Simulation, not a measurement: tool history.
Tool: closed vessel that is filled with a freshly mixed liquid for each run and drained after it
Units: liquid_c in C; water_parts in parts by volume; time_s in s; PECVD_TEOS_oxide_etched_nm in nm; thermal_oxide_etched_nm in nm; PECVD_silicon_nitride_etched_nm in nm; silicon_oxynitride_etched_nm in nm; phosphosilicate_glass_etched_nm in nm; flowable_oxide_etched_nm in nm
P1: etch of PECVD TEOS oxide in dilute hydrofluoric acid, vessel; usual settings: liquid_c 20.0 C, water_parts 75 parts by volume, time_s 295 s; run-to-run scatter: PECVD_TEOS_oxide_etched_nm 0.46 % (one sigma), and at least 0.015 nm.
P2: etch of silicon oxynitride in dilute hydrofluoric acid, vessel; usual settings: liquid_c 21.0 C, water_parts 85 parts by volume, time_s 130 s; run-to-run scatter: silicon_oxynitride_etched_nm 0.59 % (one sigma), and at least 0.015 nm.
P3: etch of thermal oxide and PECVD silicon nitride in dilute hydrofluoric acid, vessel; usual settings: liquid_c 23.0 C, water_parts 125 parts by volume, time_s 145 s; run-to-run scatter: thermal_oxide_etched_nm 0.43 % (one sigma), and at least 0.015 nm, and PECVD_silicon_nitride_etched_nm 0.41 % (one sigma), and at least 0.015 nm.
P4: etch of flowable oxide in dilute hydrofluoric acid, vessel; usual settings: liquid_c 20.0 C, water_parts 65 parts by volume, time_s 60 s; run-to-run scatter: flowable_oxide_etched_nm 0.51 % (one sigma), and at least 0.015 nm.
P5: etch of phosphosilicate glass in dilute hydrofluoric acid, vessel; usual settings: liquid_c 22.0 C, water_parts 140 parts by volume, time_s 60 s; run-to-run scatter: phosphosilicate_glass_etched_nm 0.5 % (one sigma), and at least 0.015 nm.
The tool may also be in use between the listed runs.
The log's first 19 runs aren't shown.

| run | day | process | liquid_c | water_parts | time_s | hours since the thermometer was replaced | hours since the hydrofluoric acid flow meter was replaced | PECVD_TEOS_oxide_etched_nm | thermal_oxide_etched_nm | PECVD_silicon_nitride_etched_nm | silicon_oxynitride_etched_nm | phosphosilicate_glass_etched_nm | flowable_oxide_etched_nm |
|---|---|---|---|---|---|---|---|---|---|---|---|---|---|
| 20 | 4.188 | P1 | 20.0 | 115 | 490 | 50.9 | 731.8 | 37.883 |  |  |  |  |  |
| 21 | 4.358 | P2 | 21.0 | 85 | 60 | 55.0 | 735.9 |  |  |  | 2.6245 |  |  |
| 22 | 4.533 | P5 | 22.0 | 140 | 60 | 59.2 | 740.1 |  |  |  |  | 22.816 |  |
| 23 | 4.796 | P4 | 20.0 | 65 | 30 | 65.5 | 746.4 |  |  |  |  |  | 12.708 |
| 24 | 5.092 | P1 | 20.0 | 75 | 295 | 72.6 | 753.5 | 36.416 |  |  |  |  |  |
| 25 | 5.296 | P2 | 21.0 | 30 | 130 | 77.5 | 758.4 |  |  |  | 16.6230 |  |  |
| 26 | 5.483 | P1 | 20.0 | 25 | 440 | 82.0 | 762.9 | 172.780 |  |  |  |  |  |
| 27 | 5.725 | P1 | 20.0 | 25 | 295 | 87.8 | 768.7 | 115.600 |  |  |  |  |  |
| 28 | 5.908 | P4 | 20.0 | 65 | 60 | 92.2 | 773.1 |  |  |  |  |  | 25.504 |
| 29 | 6.167 | P4 | 20.0 | 105 | 60 | 98.4 | 779.3 |  |  |  |  |  | 15.004 |
| 30 | 6.458 | P4 | 20.0 | 65 | 60 | 105.4 | 786.3 |  |  |  |  |  | 25.219 |
| 31 | 6.633 | P4 | 27.5 | 65 | 60 | 109.6 | 790.5 |  |  |  |  |  | 34.377 |

Forecast run 32:
| 32 | 6.796 | P1 | 20.0 | 75 | 295 | 113.5 | 794.4 | ? |  |  |  |  |  |

Run 32 gave PECVD_TEOS_oxide_etched_nm 36.440 nm.
